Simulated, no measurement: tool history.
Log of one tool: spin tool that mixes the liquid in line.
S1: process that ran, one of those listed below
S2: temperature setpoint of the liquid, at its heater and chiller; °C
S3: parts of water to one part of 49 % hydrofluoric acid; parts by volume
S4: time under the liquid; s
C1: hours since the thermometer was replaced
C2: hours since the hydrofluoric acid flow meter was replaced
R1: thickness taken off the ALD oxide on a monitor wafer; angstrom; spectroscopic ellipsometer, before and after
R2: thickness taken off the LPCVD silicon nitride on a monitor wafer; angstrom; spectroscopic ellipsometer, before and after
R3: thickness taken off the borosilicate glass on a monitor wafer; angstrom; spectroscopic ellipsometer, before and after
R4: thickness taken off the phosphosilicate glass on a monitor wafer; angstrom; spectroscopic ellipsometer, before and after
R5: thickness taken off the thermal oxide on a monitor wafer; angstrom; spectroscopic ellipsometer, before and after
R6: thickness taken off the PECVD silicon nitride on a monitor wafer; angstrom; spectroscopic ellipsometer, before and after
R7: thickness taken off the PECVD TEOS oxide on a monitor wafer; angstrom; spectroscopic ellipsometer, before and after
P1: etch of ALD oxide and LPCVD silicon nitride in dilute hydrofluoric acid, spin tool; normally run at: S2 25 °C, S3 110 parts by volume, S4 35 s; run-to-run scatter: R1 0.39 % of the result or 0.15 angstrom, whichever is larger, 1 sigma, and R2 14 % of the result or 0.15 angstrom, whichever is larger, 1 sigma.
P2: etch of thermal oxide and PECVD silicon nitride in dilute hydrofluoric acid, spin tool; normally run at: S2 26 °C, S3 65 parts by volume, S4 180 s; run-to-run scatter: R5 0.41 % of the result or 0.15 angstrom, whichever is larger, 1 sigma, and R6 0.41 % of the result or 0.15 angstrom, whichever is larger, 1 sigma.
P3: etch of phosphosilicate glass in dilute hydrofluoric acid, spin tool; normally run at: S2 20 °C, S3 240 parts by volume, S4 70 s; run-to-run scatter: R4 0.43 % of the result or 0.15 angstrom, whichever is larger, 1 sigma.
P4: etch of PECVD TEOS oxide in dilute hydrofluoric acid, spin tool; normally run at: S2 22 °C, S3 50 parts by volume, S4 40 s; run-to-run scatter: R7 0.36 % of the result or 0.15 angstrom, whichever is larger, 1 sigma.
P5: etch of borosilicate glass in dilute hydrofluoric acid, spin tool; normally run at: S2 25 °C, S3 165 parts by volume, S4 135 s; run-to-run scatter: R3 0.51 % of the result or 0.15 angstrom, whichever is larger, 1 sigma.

run,hour,S1,S2,S3,S4,C1,C2,R1,R2,R3,R4,R5,R6,R7
1,3.9,P1,25,110,35,991.2,326.3,80.627,1.7277,,,,,
2,6.9,P5,25,165,15,994.2,329.3,,,28.631,,,,
3,9.7,P3,20,240,30,997,332.1,,,,107.12,,,
4,11.9,P2,26,65,180,999.2,334.3,,,,,147.14,68.76,
5,14.9,P4,22,50,40,1002.2,337.3,,,,,,,126.29
6,17.9,P1,25,110,35,1005.2,340.3,81.074,2.1502,,,,,
7,22.8,P4,22,75,40,1010.1,345.2,,,,,,,81.473
8,26.6,P1,19,110,35,1013.9,349,64.189,0.81549,,,,,
9,30,P5,25,255,135,1017.3,352.4,,,151.52,,,,
10,34.9,P1,25,110,35,1022.2,357.3,81.329,1.3951,,,,,
11,39.3,P4,22,50,40,1026.6,361.7,,,,,,,126.98
12,43.4,P3,20,335,70,1030.7,365.8,,,,164.86,,,
13,45.7,P2,26,110,180,1033,368.1,,,,,81.697,40.846,
14,50.2,P1,25,110,35,1037.5,372.6,81.013,2.0868,,,,,
15,52.6,P1,20,175,35,1039.9,375,39.362,0.82573,,,,,
16,55,P1,25,175,35,1042.3,377.4,47.366,1.086,,,,,
17,58.8,P5,32.5,165,135,1046.1,381.2,,,337.18,,,,
18,60.9,P1,25,110,35,1048.2,383.3,81.476,1.2694,,,,,
19,63.2,P3,27.5,240,70,1050.5,385.6,,,,329.87,,,
20,65.5,P1,29,110,35,1052.8,387.9,95.088,2.256,,,,,
21,69.5,P3,20,240,70,1056.8,391.9,,,,251.04,,,
22,72.7,P2,18.5,65,180,1060,395.1,,,,,107.88,41.122,
23,76.5,P2,26,65,270,1063.8,398.9,,,,,220.97,103.02,

The next listed run, before its measurement:
24,80.6,P1,25,110,20,1067.9,403,?,?,,,,,

Run 24 gave R1 46.179 angstrom, R2 0.75946 angstrom.
